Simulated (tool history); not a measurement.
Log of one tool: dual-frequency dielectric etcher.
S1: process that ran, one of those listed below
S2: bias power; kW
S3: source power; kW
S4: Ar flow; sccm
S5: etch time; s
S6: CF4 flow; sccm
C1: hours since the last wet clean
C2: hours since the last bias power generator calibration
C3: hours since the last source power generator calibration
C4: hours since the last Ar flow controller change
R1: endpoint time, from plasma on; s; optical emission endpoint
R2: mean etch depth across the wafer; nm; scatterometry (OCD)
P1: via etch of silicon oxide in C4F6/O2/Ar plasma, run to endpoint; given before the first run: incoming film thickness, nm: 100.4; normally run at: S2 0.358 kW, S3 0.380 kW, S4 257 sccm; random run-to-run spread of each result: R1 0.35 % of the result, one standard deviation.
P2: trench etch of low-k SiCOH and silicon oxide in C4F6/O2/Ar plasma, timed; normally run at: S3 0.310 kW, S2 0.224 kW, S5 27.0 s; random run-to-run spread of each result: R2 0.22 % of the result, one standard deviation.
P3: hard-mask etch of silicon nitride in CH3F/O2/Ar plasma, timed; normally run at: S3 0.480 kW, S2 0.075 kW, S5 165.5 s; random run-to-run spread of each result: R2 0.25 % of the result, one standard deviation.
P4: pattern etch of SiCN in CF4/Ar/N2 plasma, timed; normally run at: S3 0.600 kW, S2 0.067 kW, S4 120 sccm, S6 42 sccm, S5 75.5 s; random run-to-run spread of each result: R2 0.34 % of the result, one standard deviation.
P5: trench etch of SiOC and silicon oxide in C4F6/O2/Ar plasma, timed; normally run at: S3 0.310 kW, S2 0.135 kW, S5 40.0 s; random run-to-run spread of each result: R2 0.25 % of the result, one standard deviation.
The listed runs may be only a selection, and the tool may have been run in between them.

run,hour,S1,S2,S3,S4,S5,S6,C1,C2,C3,C4,R1,R2
1,7.9,P1,0.358,0.380,257,,,376.9,1095.0,1731.5,3924.1,24.377,
2,19.7,P5,0.185,0.310,,40.0,,388.7,1106.8,1743.3,3935.9,,70.429
3,30.8,P4,0.067,0.600,120,75.5,42,399.8,1117.9,1754.4,3947.0,,71.180
4,41.9,P2,0.224,0.180,,27.0,,410.9,1129.0,1765.5,3958.1,,66.914
5,51.9,P1,0.358,0.380,311,,,420.9,1139.0,1775.5,3968.1,24.912,
6,64.5,P1,0.358,0.380,257,,,433.5,1151.6,1788.1,3980.7,24.401,
7,72.7,P4,0.085,0.600,120,75.5,42,441.7,1159.8,1796.3,3988.9,,78.374
8,83.0,P1,0.358,0.530,257,,,452.0,1170.1,1806.6,3999.2,21.425,
9,94.5,P1,0.358,0.250,310,,,463.5,1181.6,1818.1,4010.7,29.243,
10,108.8,P4,0.067,0.600,120,75.5,42,477.8,1195.9,1832.4,4025.0,,70.918
# hour 112.5: bias power generator calibrated
11,120.7,P1,0.358,0.230,257,,,489.7,8.3,1844.3,4036.9,29.380,
12,132.2,P1,0.358,0.290,348,,,501.2,19.8,1855.8,4048.4,27.958,
# hour 140.7: Ar flow controller replaced
13,143.1,P5,0.135,0.310,,40.0,,512.1,30.7,1866.7,2.5,,63.762
14,150.6,P2,0.224,0.310,,35.5,,519.6,38.2,1874.2,10.0,,108.510
15,161.9,P3,0.075,0.480,,165.5,,530.9,49.5,1885.5,21.3,,126.840
16,170.8,P4,0.067,0.600,165,75.5,42,539.8,58.4,1894.4,30.2,,67.481
17,177.8,P1,0.236,0.380,257,,,546.8,65.4,1901.4,37.2,28.200,
18,187.1,P2,0.224,0.310,,27.0,,556.1,74.7,1910.7,46.5,,82.578
19,200.4,P1,0.358,0.380,257,,,569.4,88.0,1924.0,59.8,24.350,
20,210.0,P5,0.135,0.310,,51.5,,579.0,97.6,1933.6,69.4,,82.209
21,218.3,P4,0.067,0.600,120,107.0,42,587.3,105.9,1941.9,77.7,,101.100
22,230.0,P2,0.149,0.310,,27.0,,599.0,117.6,1953.6,89.4,,72.169
23,240.9,P4,0.067,0.600,120,75.5,55,609.9,128.5,1964.5,100.3,,74.875
24,254.7,P5,0.135,0.200,,40.0,,623.7,142.3,1978.3,114.1,,53.816
25,267.9,P3,0.090,0.480,,165.5,,636.9,155.5,1991.5,127.3,,134.530
26,276.2,P3,0.075,0.480,,241.5,,645.2,163.8,1999.8,135.6,,184.640
27,285.9,P1,0.449,0.380,257,,,654.9,173.5,2009.5,145.3,22.685,
28,298.6,P1,0.455,0.380,188,,,667.6,186.2,2022.2,158.0,21.675,
29,311.3,P1,0.358,0.380,257,,,680.3,198.9,2034.9,170.7,24.375,
30,322.7,P3,0.075,0.330,,165.5,,691.7,210.3,2046.3,182.1,,109.420
31,330.2,P1,0.358,0.380,257,,,699.2,217.8,2053.8,189.6,24.448,
32,339.4,P4,0.067,0.460,120,75.5,42,708.4,227.0,2063.0,198.8,,56.529
33,352.8,P1,0.358,0.380,188,,,721.8,240.4,2076.4,212.2,23.530,
34,361.1,P1,0.358,0.380,257,,,730.1,248.7,2084.7,220.5,24.438,
35,368.0,P1,0.358,0.380,257,,,737.0,255.6,2091.6,227.4,24.312,
36,375.6,P1,0.358,0.380,257,,,744.6,263.2,2099.2,235.0,24.075,
# hour 380.8: Ar flow controller replaced
37,382.4,P1,0.358,0.380,257,,,751.4,270.0,2106.0,1.7,23.967,
# hour 390.6: wet clean of the chamber
38,391.5,P1,0.358,0.380,257,,,0.9,279.1,2115.1,10.8,24.062,
39,405.3,P1,0.358,0.380,257,,,14.7,292.9,2128.9,24.6,24.006,
40,414.4,P1,0.358,0.380,257,,,23.8,302.0,2138.0,33.7,24.059,

The output of P1 has drifted from where it used to be. Each of the 2 causes below, taken at the size shown beside it, accounts for the log equally well:
A: bias power that arrives over what is set, % = 4.99
B: source power that arrives over what is set, % = 4.76
The drift started at roughly hour 361.1.
Excluded causes, each with its reason:
chamber walls in a state that raises the etch rate, %: was serviced at hour 390.6, once the creep was under way, yet the earlier output never came back
Ar flow that arrives under what is set, %: was serviced at hour 380.8, once the creep was under way, yet the earlier output never came back

Below are 4 check runs, each averaged over 2 wafers, with their results shown as question marks. Which of them would give clearly different results depending on which cause is behind the drift?
check 1,423.5,P2,0.224,0.230,,34.5,,,,,,,?
check 2,423.5,P4,0.083,0.600,141,75.5,42,,,,,,?
check 3,423.5,P3,0.075,0.390,,193.5,,,,,,,?
check 4,423.5,P5,0.168,0.200,,40.0,,,,,,,?

Predicted outcomes, by check and by cause:
check,result,if A,if B
check 1,R2,95.571,95.660
check 2,R2,76.931,78.516
check 3,R2,138.780,138.860
check 4,R2,58.524,58.633
How far apart the two closest causes lie, in the result that separates them most: check 1 0.09 %; check 2 2.04 %; check 3 0.06 %; check 4 0.19 %
Only in check 2 would the causes give clearly different results; in the remaining checks their results would be nearly the same.

Running check 2 produced the following: R2 78.474 nm. Which one of the listed causes fits?

Of the candidate causes, it is B: source power that arrives over what is set, %.

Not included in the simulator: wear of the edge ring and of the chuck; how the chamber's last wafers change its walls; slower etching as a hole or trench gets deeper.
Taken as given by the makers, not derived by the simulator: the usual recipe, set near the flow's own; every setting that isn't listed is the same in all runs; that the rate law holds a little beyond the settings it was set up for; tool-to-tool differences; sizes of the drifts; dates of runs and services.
